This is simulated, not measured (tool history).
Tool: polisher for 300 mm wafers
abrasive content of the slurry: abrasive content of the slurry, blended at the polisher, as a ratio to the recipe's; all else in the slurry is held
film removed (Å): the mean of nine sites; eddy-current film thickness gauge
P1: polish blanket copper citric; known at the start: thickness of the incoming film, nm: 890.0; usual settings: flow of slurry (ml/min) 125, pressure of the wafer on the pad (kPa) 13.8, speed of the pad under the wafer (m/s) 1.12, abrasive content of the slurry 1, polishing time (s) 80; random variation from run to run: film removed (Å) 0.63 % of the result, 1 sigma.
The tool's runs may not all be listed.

run	hour	flow of slurry (ml/min)	pressure of the wafer on the pad (kPa)	speed of the pad under the wafer (m/s)	abrasive content of the slurry	polishing time (s)	film removed (Å)
1	9.7	125	13.8	1.12	1	80	1100.9
2	25.2	125	13.8	1.72	1	80	1678.5
3	33.3	125	13.8	1.12	1	80	1107
4	49	125	13.8	1.12	1.3	80	1158.9
5	60.7	125	18.6	1.12	1	80	1496.7
6	72.9	125	13.8	1.12	1	38	527.15
7	87.2	125	13.8	0.5	1	80	514.28
8	100.6	125	6.2	1.12	1	80	519.96
9	108.7	75	13.8	1.12	1	80	978.07
10	116	125	13.8	1.12	0.5	80	954.22
11	124.8	125	13.8	1.12	0.75	105	1379.7
12	134.8	175	13.8	1.12	1	80	1190
13	145.7	125	13.8	1.12	1	124	1726.7
14	159.7	125	13.8	1.12	0.75	113	1492.5
15	174.8	125	13.8	1.12	1	80	1110.7
16	182.4	125	13.8	1.12	1	80	1099.8
17	189.7	125	13.8	1.12	1	80	1121.4
18	203.3	125	13.8	1.12	1	80	1109.9
19	216.1	125	13.8	1.12	1	80	1090.6
20	232	125	13.8	1.12	1	80	1058.4

The next listed run, before its measurement:
21	240.4	125	13.8	1.12	1	80	?

film removed (Å): 1038.2

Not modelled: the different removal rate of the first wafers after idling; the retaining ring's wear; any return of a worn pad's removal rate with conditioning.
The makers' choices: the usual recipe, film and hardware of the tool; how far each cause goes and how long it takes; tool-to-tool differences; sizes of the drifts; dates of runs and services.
